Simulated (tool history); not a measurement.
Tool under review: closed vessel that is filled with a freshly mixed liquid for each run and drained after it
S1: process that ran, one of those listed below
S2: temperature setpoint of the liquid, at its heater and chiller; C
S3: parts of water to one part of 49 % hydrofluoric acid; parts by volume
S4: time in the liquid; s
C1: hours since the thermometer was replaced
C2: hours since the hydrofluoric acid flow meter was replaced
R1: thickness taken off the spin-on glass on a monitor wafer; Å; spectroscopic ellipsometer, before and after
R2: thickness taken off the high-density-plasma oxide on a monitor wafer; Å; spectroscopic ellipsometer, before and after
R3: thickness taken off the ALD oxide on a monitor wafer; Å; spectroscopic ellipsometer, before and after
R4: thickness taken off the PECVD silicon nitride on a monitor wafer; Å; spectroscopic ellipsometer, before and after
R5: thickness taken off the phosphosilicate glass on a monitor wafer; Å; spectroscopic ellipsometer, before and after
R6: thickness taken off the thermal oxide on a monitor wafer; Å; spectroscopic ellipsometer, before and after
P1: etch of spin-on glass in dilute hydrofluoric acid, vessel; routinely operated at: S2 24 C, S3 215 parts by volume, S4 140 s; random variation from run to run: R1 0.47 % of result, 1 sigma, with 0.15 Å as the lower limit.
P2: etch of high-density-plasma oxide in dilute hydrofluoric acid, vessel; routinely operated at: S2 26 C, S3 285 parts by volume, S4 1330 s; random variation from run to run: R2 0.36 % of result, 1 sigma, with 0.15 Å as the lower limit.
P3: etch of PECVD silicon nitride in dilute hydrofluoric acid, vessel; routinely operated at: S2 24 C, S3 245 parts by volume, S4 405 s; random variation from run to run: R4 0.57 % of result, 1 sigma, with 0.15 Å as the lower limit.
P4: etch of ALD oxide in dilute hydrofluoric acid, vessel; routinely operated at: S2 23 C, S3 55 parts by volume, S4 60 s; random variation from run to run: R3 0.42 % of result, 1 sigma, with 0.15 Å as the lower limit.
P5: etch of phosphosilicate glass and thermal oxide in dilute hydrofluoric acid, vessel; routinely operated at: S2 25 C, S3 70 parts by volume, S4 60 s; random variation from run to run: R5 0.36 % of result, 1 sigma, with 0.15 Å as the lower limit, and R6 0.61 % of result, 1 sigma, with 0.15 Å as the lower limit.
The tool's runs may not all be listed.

run   hour  S1    S2   S3    S4     C1     C2      R1      R2      R3      R4      R5      R6
  1    6.2  P1    24  215   140  671.1    335  224.68
  2   11.8  P2    26  285  1330  676.7  340.6          209.12
  3   19.5  P1    24  215    55  684.4  348.3  88.454
  4     27  P1  30.5  215   140  691.9  355.8  279.87
  5   33.7  P4    23  100    60  698.6  362.5                  108.31
  6   39.4  P3    17  245   405  704.3  368.2                          59.874
  7   43.6  P3    24  245   725  708.5  372.4                          166.48
  8   48.3  P1    31  215    40  713.2  377.1  81.665
  9   55.8  P1    29  215    30  720.7  384.6  57.267
 10   61.2  P5  32.5   70    60  726.1    390                                  2427.7  58.045
 11   67.5  P4    23   55    60  732.4  396.3                  207.08
 12   72.1  P2    26  285   380    737  400.9          59.574
 13   78.3  P1    24  215   140  743.2  407.1  224.46
 14   83.7  P5    25   70    30  748.6  412.5                                  915.74  21.515
 15   90.4  P3    24  245   405  755.3  419.2                          92.252
      92.4  -- hydrofluoric acid flow meter replaced
 16   99.5  P5    25   70    60  764.4    7.1                                  1836.7  43.194
 17  105.8  P2  33.5  285  1330  770.7   13.4          266.97
 18  112.4  P1    24   85   140  777.3     20  652.13
 19  120.1  P1    24  215   140    785   27.7   223.5
 20  125.4  P2    26  125  1330  790.3     33          570.84
 21  132.2  P5    25   30    60  797.1   39.8                                  4505.5  107.92
 22  138.5  P4    23   55    60  803.4   46.1                  209.72
 23    146  P1    24  215   220  810.9   53.6  348.45
 24  150.8  P1    24  215   140  815.7   58.4  224.77
 25  157.8  P1    24  215   140  822.7   65.4  223.94
 26  165.5  P1    18  215   140  830.4   73.1   179.9
 27  171.1  P3    24  105   405    836   78.7                          214.34
 28  179.5  P1    24  215   140  844.4   87.1  222.25
 29  186.2  P1    24  300   140  851.1   93.8   145.5
 30  191.4  P4    23   55    85  856.3     99                  295.44
 31  198.7  P1    24  215   140  863.6  106.3  223.77
 32  204.6  P4    31   55    60  869.5  112.2                  287.15
 33  210.5  P5    25   70    60  875.4  118.1                                  1833.9  43.458
 34    219  P1    24  215   140  883.9  126.6  223.98
 35  226.3  P1    24  215   140  891.2  133.9  229.22
 36  235.2  P1    24  215   140  900.1  142.8  232.74
 37  244.6  P1    24  215   140  909.5  152.2  235.59
 38    253  P1    24  215   140  917.9  160.6  236.93
 39  259.9  P1    24  215   140  924.8  167.5  236.47
 40  266.6  P1    24  215   140  931.5  174.2  234.42
 41    273  P1    24  215   140  937.9  180.6   238.7

Something has made what P1 gives creep away from where it was; the 2 causes below, each at its own stated size, fit the log equally well:
A: hydrofluoric acid flow above the setpoint (%) = 4.95
B: liquid hotter than its thermometer reads (K) = 1.63
Onset of the creep was near hour 219.

Below are 4 check runs, each on a single wafer, with their results shown as question marks. Which of them would tell the listed causes apart, meaning the causes would give clearly different results under it?
check 1  279.4  P2    26  125  1330               ?
check 2  279.4  P3    17  245   405                       ?
check 3  279.4  P5    32   70    60                           ?   ?
check 4  279.4  P4  29.5   95    60                   ?

Outcome of each check run for each possible cause:
  check  result    if A    if B
check 1      R2  602.95  606.59
check 2      R4  62.097  66.033
check 3      R5  2529.7  2549.6
check 3      R6  60.217   60.69
check 4      R3  156.12  157.15
How far apart the two closest causes lie, in the result that separates them most: check 1 0.6 %; check 2 6.15 %; check 3 0.78 %; check 4 0.66 %
Of the check runs offered, only check 2 discriminates between the causes; the rest would read about the same regardless of which cause applies.

With check 2 done, the readings were: R4 62.461 Å. Identify which of the listed causes applies.

It is A: hydrofluoric acid flow above the setpoint (%).
